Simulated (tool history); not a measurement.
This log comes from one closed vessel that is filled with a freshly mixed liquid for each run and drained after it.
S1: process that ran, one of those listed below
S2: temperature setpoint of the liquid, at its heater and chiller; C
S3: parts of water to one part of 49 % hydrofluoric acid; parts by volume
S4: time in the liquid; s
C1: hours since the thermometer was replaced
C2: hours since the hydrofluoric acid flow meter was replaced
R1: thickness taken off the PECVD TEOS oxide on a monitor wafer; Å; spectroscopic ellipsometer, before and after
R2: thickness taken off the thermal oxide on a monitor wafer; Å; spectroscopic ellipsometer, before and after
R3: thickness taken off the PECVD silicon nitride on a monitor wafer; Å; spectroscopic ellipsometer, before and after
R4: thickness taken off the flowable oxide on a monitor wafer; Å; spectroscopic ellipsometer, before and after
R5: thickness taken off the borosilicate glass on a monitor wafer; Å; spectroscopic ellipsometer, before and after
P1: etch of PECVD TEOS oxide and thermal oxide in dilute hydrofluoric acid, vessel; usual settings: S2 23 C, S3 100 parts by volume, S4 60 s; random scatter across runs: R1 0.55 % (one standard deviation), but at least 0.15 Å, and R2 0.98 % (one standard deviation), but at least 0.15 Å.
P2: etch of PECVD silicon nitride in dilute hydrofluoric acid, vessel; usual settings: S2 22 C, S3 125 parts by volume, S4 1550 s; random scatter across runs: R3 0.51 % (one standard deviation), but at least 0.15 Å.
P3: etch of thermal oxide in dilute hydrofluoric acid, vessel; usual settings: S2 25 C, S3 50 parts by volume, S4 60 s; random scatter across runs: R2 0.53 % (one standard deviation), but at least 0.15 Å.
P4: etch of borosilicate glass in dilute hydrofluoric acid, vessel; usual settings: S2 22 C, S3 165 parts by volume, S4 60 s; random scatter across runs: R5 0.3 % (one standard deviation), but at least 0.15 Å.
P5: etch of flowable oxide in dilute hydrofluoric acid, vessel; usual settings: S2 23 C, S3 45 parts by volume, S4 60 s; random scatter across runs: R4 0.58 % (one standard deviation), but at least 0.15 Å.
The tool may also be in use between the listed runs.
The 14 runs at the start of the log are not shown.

run,day,S1,S2,S3,S4,C1,C2,R1,R2,R3,R4,R5
15,8.217,P1,23,140,60,864.2,712.5,108.25,17.507,,,
16,8.912,P3,25,50,60,880.9,729.2,,61.428,,,
17,9.617,P2,22,125,860,897.8,746.1,,,216.73,,
18,10.329,P4,17,165,60,914.9,763.2,,,,,143.21
19,10.892,P3,25,20,60,928.4,776.7,,159.91,,,
20,11.354,P2,22,125,1550,939.5,787.8,,,391.76,,
21,11.754,P5,27,45,60,949.1,797.4,,,,525.03,
22,12.367,P1,17,100,60,963.8,812.1,125.1,20.14,,,
23,12.738,P3,29,50,60,972.7,821,,72.477,,,
24,13.054,P3,25,50,30,980.3,828.6,,30.599,,,
25,13.671,P2,27.5,125,1550,995.1,843.4,,,557.6,,
26,14.129,P4,22,165,35,1006.1,854.4,,,,,101.57
27,14.7,P4,22,165,60,1019.8,868.1,,,,,174.94
28,15.438,P1,23,100,100,1037.5,885.8,263.64,43.027,,,
29,15.942,P5,23,60,60,1049.6,897.9,,,,332.08,
30,16.579,P5,23,45,60,1064.9,913.2,,,,450.62,
31,17.208,P4,22,90,60,1080,928.3,,,,,347.32
32,17.525,P1,23,100,60,1087.6,935.9,160.5,26.534,,,
33,17.992,P1,23,100,60,1098.8,947.1,163.74,26.304,,,
34,18.529,P1,23,100,60,1111.7,960,166.44,26.808,,,
35,19.083,P1,23,100,60,1125,973.3,168.53,27.519,,,
36,19.45,P1,23,100,60,1133.8,982.1,172.43,28.077,,,

Forecast run 37:
37,19.875,P1,23,100,60,1144,992.3,?,?,,,

R1: 172.01 Å
R2: 27.958 Å

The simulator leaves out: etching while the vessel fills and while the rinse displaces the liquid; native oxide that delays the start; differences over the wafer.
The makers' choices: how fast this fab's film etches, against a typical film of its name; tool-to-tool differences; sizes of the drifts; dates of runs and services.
